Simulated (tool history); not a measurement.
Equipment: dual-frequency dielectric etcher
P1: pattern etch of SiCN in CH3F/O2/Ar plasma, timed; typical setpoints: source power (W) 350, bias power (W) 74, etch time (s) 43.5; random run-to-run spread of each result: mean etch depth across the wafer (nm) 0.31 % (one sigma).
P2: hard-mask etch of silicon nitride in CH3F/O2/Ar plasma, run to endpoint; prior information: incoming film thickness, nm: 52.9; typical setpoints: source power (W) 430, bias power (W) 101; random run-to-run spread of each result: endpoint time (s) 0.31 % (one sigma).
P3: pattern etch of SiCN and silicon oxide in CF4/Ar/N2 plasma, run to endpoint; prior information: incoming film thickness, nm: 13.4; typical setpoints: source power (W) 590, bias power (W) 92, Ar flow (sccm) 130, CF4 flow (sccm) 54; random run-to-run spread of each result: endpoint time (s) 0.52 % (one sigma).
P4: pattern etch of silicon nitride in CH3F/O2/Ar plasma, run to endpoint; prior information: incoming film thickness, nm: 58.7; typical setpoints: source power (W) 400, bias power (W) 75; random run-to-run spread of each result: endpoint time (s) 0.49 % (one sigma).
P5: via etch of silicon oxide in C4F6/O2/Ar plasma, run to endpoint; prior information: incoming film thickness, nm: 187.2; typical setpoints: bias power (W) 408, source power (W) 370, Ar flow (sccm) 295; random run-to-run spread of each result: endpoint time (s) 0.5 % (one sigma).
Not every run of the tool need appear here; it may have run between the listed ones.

| run | day | process that ran | source power (W) | bias power (W) | etch time (s) | Ar flow (sccm) | CF4 flow (sccm) | hours since the last wet clean | hours since the last source power generator calibration | hours since the last bias power generator calibration | mean etch depth across the wafer (nm) | endpoint time (s) |
|---|---|---|---|---|---|---|---|---|---|---|---|---|
| 1 | 0.562 | P1 | 350 | 74 | 43.5 |  |  | 163.0 | 3135.1 | 778.9 | 15.7360 |  |
| 2 | 0.942 | P2 | 610 | 101 |  |  |  | 172.1 | 3144.2 | 788.0 |  | 59.6990 |
| 3 | 1.358 | P1 | 350 | 95 | 43.5 |  |  | 182.1 | 3154.2 | 798.0 | 17.2780 |  |
| 4 | 1.938 | P2 | 430 | 101 |  |  |  | 196.0 | 3168.1 | 811.9 |  | 68.5610 |
| 5 | 2.312 | P3 | 800 | 92 |  | 130 | 54 | 205.0 | 3177.1 | 820.9 |  | 9.4681 |
| 6 | 2.775 | P4 | 400 | 104 |  |  |  | 216.1 | 3188.2 | 832.0 |  | 73.1380 |
| 7 | 3.221 | P1 | 350 | 50 | 43.5 |  |  | 226.8 | 3198.9 | 842.7 | 13.7370 |  |
| 8 | 3.583 | P2 | 430 | 101 |  |  |  | 235.5 | 3207.6 | 851.4 |  | 68.2770 |
| 9 | 3.858 | P1 | 350 | 74 | 31.5 |  |  | 242.1 | 3214.2 | 858.0 | 11.3620 |  |
| 10 | 4.238 | P5 | 370 | 408 |  | 295 |  | 251.2 | 3223.3 | 867.1 |  | 46.4700 |
| 11 | 4.825 | P4 | 400 | 75 |  |  |  | 265.3 | 3237.4 | 881.2 |  | 82.2910 |
| 12 | 5.108 | P1 | 270 | 74 | 59.5 |  |  | 272.1 | 3244.2 | 888.0 | 19.4710 |  |
| 13 | 5.679 | P2 | 430 | 62 |  |  |  | 285.8 | 3257.9 | 901.7 |  | 80.6430 |
| 14 | 6.092 | P4 | 400 | 75 |  |  |  | 295.7 | 3267.8 | 911.6 |  | 82.4970 |
| 15 | 6.617 | P1 | 350 | 74 | 43.5 |  |  | 308.3 | 3280.4 | 924.2 | 15.7570 |  |
| 16 | 6.946 | P1 | 350 | 74 | 43.5 |  |  | 316.2 | 3288.3 | 932.1 | 15.7150 |  |
| 17 | 7.400 | P1 | 450 | 74 | 43.5 |  |  | 327.1 | 3299.2 | 943.0 | 17.3150 |  |
| 18 | 7.788 | P5 | 370 | 408 |  | 295 |  | 336.4 | 3308.5 | 952.3 |  | 46.4890 |
| 19 | 8.062 | P1 | 350 | 74 | 43.5 |  |  | 343.0 | 3315.1 | 958.9 | 15.7720 |  |
| 20 | 8.500 | P3 | 590 | 56 |  | 130 | 54 | 353.5 | 3325.6 | 969.4 |  | 14.7200 |
|  | 8.783 | bias power generator calibrated |
| 21 | 9.033 | P4 | 560 | 75 |  |  |  | 366.3 | 3338.4 | 6.1 |  | 72.4750 |
| 22 | 9.346 | P5 | 370 | 488 |  | 295 |  | 373.8 | 3345.9 | 13.6 |  | 43.7690 |
| 23 | 9.733 | P1 | 350 | 61 | 62.5 |  |  | 383.1 | 3355.2 | 22.9 | 21.0500 |  |
| 24 | 10.238 | P1 | 220 | 74 | 30.5 |  |  | 395.2 | 3367.3 | 35.0 | 9.3008 |  |
| 25 | 10.650 | P1 | 350 | 74 | 43.5 |  |  | 405.1 | 3377.2 | 44.9 | 15.7710 |  |
| 26 | 11.138 | P5 | 370 | 408 |  | 375 |  | 416.8 | 3388.9 | 56.6 |  | 47.7380 |
| 27 | 11.592 | P3 | 590 | 92 |  | 130 | 75 | 427.7 | 3399.8 | 67.5 |  | 11.7890 |
| 28 | 11.908 | P1 | 350 | 74 | 43.5 |  |  | 435.3 | 3407.4 | 75.1 | 15.6510 |  |
| 29 | 12.496 | P1 | 280 | 74 | 43.5 |  |  | 449.4 | 3421.5 | 89.2 | 14.4320 |  |
| 30 | 13.067 | P3 | 590 | 92 |  | 130 | 54 | 463.1 | 3435.2 | 102.9 |  | 12.2060 |
| 31 | 13.400 | P1 | 350 | 74 | 43.5 |  |  | 471.1 | 3443.2 | 110.9 | 15.7790 |  |
| 32 | 13.846 | P1 | 350 | 74 | 57.0 |  |  | 481.8 | 3453.9 | 121.6 | 20.5810 |  |
| 33 | 14.400 | P3 | 590 | 92 |  | 130 | 54 | 495.1 | 3467.2 | 134.9 |  | 12.2260 |

For run 34, what comes out?
| 34 | 14.800 | P5 | 500 | 408 |  | 295 |  | 504.7 | 3476.8 | 144.5 |  | ? |

For run 34 the tool returned endpoint time (s) 41.6940.

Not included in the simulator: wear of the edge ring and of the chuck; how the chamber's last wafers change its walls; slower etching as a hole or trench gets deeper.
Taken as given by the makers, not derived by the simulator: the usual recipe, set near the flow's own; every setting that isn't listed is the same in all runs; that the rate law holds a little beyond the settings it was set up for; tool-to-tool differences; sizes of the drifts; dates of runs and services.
